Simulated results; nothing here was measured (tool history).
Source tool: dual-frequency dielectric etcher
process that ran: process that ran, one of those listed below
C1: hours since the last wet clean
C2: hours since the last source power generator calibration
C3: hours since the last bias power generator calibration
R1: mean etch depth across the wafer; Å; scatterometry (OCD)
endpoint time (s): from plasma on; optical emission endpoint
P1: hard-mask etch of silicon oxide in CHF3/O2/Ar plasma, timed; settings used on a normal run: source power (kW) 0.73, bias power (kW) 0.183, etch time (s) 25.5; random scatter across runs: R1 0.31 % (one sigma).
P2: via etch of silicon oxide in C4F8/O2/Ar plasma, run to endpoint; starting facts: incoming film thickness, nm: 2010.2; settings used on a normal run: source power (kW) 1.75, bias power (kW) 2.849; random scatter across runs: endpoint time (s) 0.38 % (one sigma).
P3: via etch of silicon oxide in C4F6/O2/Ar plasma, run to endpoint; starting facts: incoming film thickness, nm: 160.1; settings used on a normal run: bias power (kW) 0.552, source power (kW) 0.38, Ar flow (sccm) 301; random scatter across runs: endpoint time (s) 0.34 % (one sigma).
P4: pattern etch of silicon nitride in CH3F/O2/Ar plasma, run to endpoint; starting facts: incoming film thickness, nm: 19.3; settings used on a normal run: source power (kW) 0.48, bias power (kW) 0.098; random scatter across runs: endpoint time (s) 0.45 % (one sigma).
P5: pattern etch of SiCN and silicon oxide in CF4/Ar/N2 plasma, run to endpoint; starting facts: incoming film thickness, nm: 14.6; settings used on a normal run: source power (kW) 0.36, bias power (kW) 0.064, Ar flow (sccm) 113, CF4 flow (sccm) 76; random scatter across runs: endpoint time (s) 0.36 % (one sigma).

{"run": 1, "day": 0.204, "process that ran": "P1", "source power (kW)": 0.73, "bias power (kW)": 0.183, "etch time (s)": 25.5, "C1": 179.3, "C2": 952.2, "C3": 313, "R1": 532.66}
{"run": 2, "day": 0.379, "process that ran": "P4", "source power (kW)": 0.48, "bias power (kW)": 0.072, "C1": 183.5, "C2": 956.4, "C3": 317.2, "endpoint time (s)": 26.398}
{"run": 3, "day": 0.558, "process that ran": "P1", "source power (kW)": 0.73, "bias power (kW)": 0.183, "etch time (s)": 25.5, "C1": 187.8, "C2": 960.7, "C3": 321.5, "R1": 538.37}
{"run": 4, "day": 0.767, "process that ran": "P4", "source power (kW)": 0.48, "bias power (kW)": 0.098, "C1": 192.8, "C2": 965.7, "C3": 326.5, "endpoint time (s)": 23.789}
{"run": 5, "day": 1.062, "process that ran": "P1", "source power (kW)": 0.73, "bias power (kW)": 0.127, "etch time (s)": 25.5, "C1": 199.9, "C2": 972.8, "C3": 333.6, "R1": 480.95}
{"run": 6, "day": 1.362, "process that ran": "P1", "source power (kW)": 0.89, "bias power (kW)": 0.183, "etch time (s)": 25.5, "C1": 207.1, "C2": 980, "C3": 340.8, "R1": 578.99}
{"run": 7, "day": 1.692, "process that ran": "P1", "source power (kW)": 0.73, "bias power (kW)": 0.183, "etch time (s)": 25.5, "C1": 215, "C2": 987.9, "C3": 348.7, "R1": 537.9}
{"run": 8, "day": 1.842, "process that ran": "P5", "source power (kW)": 0.25, "bias power (kW)": 0.064, "Ar flow (sccm)": 113, "CF4 flow (sccm)": 76, "C1": 218.6, "C2": 991.5, "C3": 352.3, "endpoint time (s)": 30.594}
{"run": 9, "day": 2.021, "process that ran": "P1", "source power (kW)": 0.73, "bias power (kW)": 0.215, "etch time (s)": 20, "C1": 222.9, "C2": 995.8, "C3": 356.6, "R1": 444.1}
{"run": 10, "day": 2.283, "process that ran": "P1", "source power (kW)": 0.48, "bias power (kW)": 0.183, "etch time (s)": 33, "C1": 229.2, "C2": 1002.1, "C3": 362.9, "R1": 591.06}
{"run": 11, "day": 2.433, "process that ran": "P2", "source power (kW)": 1.75, "bias power (kW)": 2.849, "C1": 232.8, "C2": 1005.7, "C3": 366.5, "endpoint time (s)": 373.79}
{"run": 12, "day": 2.692, "process that ran": "P2", "source power (kW)": 1.75, "bias power (kW)": 1.871, "C1": 239, "C2": 1011.9, "C3": 372.7, "endpoint time (s)": 424.91}
{"run": 13, "day": 2.908, "process that ran": "P1", "source power (kW)": 0.73, "bias power (kW)": 0.183, "etch time (s)": 25.5, "C1": 244.2, "C2": 1017.1, "C3": 377.9, "R1": 535.85}
{"run": 14, "day": 3.092, "process that ran": "P5", "source power (kW)": 0.36, "bias power (kW)": 0.064, "Ar flow (sccm)": 92, "CF4 flow (sccm)": 76, "C1": 248.6, "C2": 1021.5, "C3": 382.3, "endpoint time (s)": 21.598}
{"run": 15, "day": 3.258, "process that ran": "P5", "source power (kW)": 0.36, "bias power (kW)": 0.064, "Ar flow (sccm)": 113, "CF4 flow (sccm)": 106, "C1": 252.6, "C2": 1025.5, "C3": 386.3, "endpoint time (s)": 21.148}
{"run": 16, "day": 3.538, "process that ran": "P2", "source power (kW)": 2.39, "bias power (kW)": 2.849, "C1": 259.3, "C2": 1032.2, "C3": 393, "endpoint time (s)": 331.76}
{"run": 17, "day": 3.75, "process that ran": "P1", "source power (kW)": 0.73, "bias power (kW)": 0.183, "etch time (s)": 17.5, "C1": 264.4, "C2": 1037.3, "C3": 398.1, "R1": 367.03}
{"run": 18, "day": 3.933, "process that ran": "P3", "source power (kW)": 0.38, "bias power (kW)": 0.552, "Ar flow (sccm)": 385, "C1": 268.8, "C2": 1041.7, "C3": 402.5, "endpoint time (s)": 35.452}
{"run": 19, "day": 4.075, "process that ran": "P1", "source power (kW)": 0.73, "bias power (kW)": 0.249, "etch time (s)": 25.5, "C1": 272.2, "C2": 1045.1, "C3": 405.9, "R1": 596.65}
{"run": 20, "day": 4.325, "process that ran": "P1", "source power (kW)": 0.49, "bias power (kW)": 0.183, "etch time (s)": 25.5, "C1": 278.2, "C2": 1051.1, "C3": 411.9, "R1": 463.22}
{"run": 21, "day": 4.496, "process that ran": "P5", "source power (kW)": 0.36, "bias power (kW)": 0.064, "Ar flow (sccm)": 113, "CF4 flow (sccm)": 76, "C1": 282.3, "C2": 1055.2, "C3": 416, "endpoint time (s)": 22.226}
{"run": 22, "day": 4.65, "process that ran": "P3", "source power (kW)": 0.38, "bias power (kW)": 0.329, "Ar flow (sccm)": 301, "C1": 286, "C2": 1058.9, "C3": 419.7, "endpoint time (s)": 41.717}
{"day": 4.758, "done": "source power generator calibrated"}
{"run": 23, "day": 4.825, "process that ran": "P3", "source power (kW)": 0.38, "bias power (kW)": 0.552, "Ar flow (sccm)": 301, "C1": 290.2, "C2": 1.6, "C3": 423.9, "endpoint time (s)": 34.723}
{"run": 24, "day": 4.971, "process that ran": "P1", "source power (kW)": 0.73, "bias power (kW)": 0.183, "etch time (s)": 25.5, "C1": 293.7, "C2": 5.1, "C3": 427.4, "R1": 540.41}
{"run": 25, "day": 5.2, "process that ran": "P5", "source power (kW)": 0.36, "bias power (kW)": 0.064, "Ar flow (sccm)": 113, "CF4 flow (sccm)": 76, "C1": 299.2, "C2": 10.6, "C3": 432.9, "endpoint time (s)": 22.259}
{"run": 26, "day": 5.396, "process that ran": "P1", "source power (kW)": 0.73, "bias power (kW)": 0.183, "etch time (s)": 25.5, "C1": 303.9, "C2": 15.3, "C3": 437.6, "R1": 537.78}
{"run": 27, "day": 5.629, "process that ran": "P1", "source power (kW)": 0.73, "bias power (kW)": 0.183, "etch time (s)": 35.5, "C1": 309.5, "C2": 20.9, "C3": 443.2, "R1": 752.17}
{"run": 28, "day": 5.838, "process that ran": "P3", "source power (kW)": 0.54, "bias power (kW)": 0.552, "Ar flow (sccm)": 301, "C1": 314.5, "C2": 25.9, "C3": 448.2, "endpoint time (s)": 30.182}
{"run": 29, "day": 6.096, "process that ran": "P2", "source power (kW)": 1.75, "bias power (kW)": 2.849, "C1": 320.7, "C2": 32.1, "C3": 454.4, "endpoint time (s)": 371.9}
{"run": 30, "day": 6.238, "process that ran": "P4", "source power (kW)": 0.48, "bias power (kW)": 0.098, "C1": 324.1, "C2": 35.5, "C3": 457.8, "endpoint time (s)": 23.825}
{"run": 31, "day": 6.483, "process that ran": "P1", "source power (kW)": 0.73, "bias power (kW)": 0.183, "etch time (s)": 25.5, "C1": 330, "C2": 41.4, "C3": 463.7, "R1": 537.31}
{"run": 32, "day": 6.671, "process that ran": "P5", "source power (kW)": 0.36, "bias power (kW)": 0.081, "Ar flow (sccm)": 113, "CF4 flow (sccm)": 76, "C1": 334.5, "C2": 45.9, "C3": 468.2, "endpoint time (s)": 20.62}
{"run": 33, "day": 6.921, "process that ran": "P4", "source power (kW)": 0.31, "bias power (kW)": 0.098, "C1": 340.5, "C2": 51.9, "C3": 474.2, "endpoint time (s)": 27.964}
{"run": 34, "day": 7.2, "process that ran": "P1", "source power (kW)": 0.73, "bias power (kW)": 0.183, "etch time (s)": 25.5, "C1": 347.2, "C2": 58.6, "C3": 480.9, "R1": 541.62}
{"run": 35, "day": 7.417, "process that ran": "P1", "source power (kW)": 0.73, "bias power (kW)": 0.183, "etch time (s)": 25.5, "C1": 352.4, "C2": 63.8, "C3": 486.1, "R1": 533.09}
{"run": 36, "day": 7.612, "process that ran": "P1", "source power (kW)": 0.73, "bias power (kW)": 0.183, "etch time (s)": 25.5, "C1": 357.1, "C2": 68.5, "C3": 490.8, "R1": 535.59}
{"day": 7.804, "done": "wet clean of the chamber"}
{"run": 37, "day": 7.821, "process that ran": "P1", "source power (kW)": 0.73, "bias power (kW)": 0.183, "etch time (s)": 25.5, "C1": 0.4, "C2": 73.5, "C3": 495.8, "R1": 531.66}
{"run": 38, "day": 8.079, "process that ran": "P1", "source power (kW)": 0.73, "bias power (kW)": 0.183, "etch time (s)": 25.5, "C1": 6.6, "C2": 79.7, "C3": 502, "R1": 530.42}
{"run": 39, "day": 8.308, "process that ran": "P1", "source power (kW)": 0.73, "bias power (kW)": 0.183, "etch time (s)": 25.5, "C1": 12.1, "C2": 85.2, "C3": 507.5, "R1": 528.06}
{"run": 40, "day": 8.488, "process that ran": "P1", "source power (kW)": 0.73, "bias power (kW)": 0.183, "etch time (s)": 25.5, "C1": 16.4, "C2": 89.5, "C3": 511.8, "R1": 530.65}
{"run": 41, "day": 8.767, "process that ran": "P1", "source power (kW)": 0.73, "bias power (kW)": 0.183, "etch time (s)": 25.5, "C1": 23.1, "C2": 96.2, "C3": 518.5, "R1": 529.62}

The output of P1 has drifted from where it used to be. Each of the 2 causes below, taken at the size shown beside it, accounts for the log equally well:
A: bias power that arrives under what is set, % = 4.57
B: source power that arrives under what is set, % = 3.96
The creep began at about day 7.2.
Every other cause this tool's parts could produce, and why it does not fit the log:
chamber walls in a state that lowers the etch rate, %: was serviced at day 7.804, once the creep was under way, yet the earlier output never came back

Which of the 4 check runs listed below, each an average over 2 wafers with its results shown as question marks, gives clearly different results under the different listed causes?
{"run": "check 1", "day": 9.046, "process that ran": "P4", "source power (kW)": 0.34, "bias power (kW)": 0.081, "endpoint time (s)": "?"}
{"run": "check 2", "day": 9.046, "process that ran": "P5", "source power (kW)": 0.36, "bias power (kW)": 0.064, "Ar flow (sccm)": 113, "CF4 flow (sccm)": 89, "endpoint time (s)": "?"}
{"run": "check 3", "day": 9.046, "process that ran": "P3", "source power (kW)": 0.45, "bias power (kW)": 0.421, "Ar flow (sccm)": 301, "endpoint time (s)": "?"}
{"run": "check 4", "day": 9.046, "process that ran": "P2", "source power (kW)": 2.35, "bias power (kW)": 1.988, "endpoint time (s)": "?"}

Predicted outcomes, by check and by cause:
check=check_1 result=endpoint_time_(s) if_A=29.346 if_B=29.304
check=check_2 result=endpoint_time_(s) if_A=21.997 if_B=22.452
check=check_3 result=endpoint_time_(s) if_A=36.434 if_B=36.367
check=check_4 result=endpoint_time_(s) if_A=373.7 if_B=374.85
Separation of the two closest causes in each check, using whichever result separates them best: check 1 0.14 %; check 2 2.05 %; check 3 0.18 %; check 4 0.31 %
Check 2 tells the causes apart: in the others they would give nearly the same result.

Then check 2 was run and gave: endpoint time (s) 22.043. Which cause is it?

It was cause A: bias power that arrives under what is set, %.
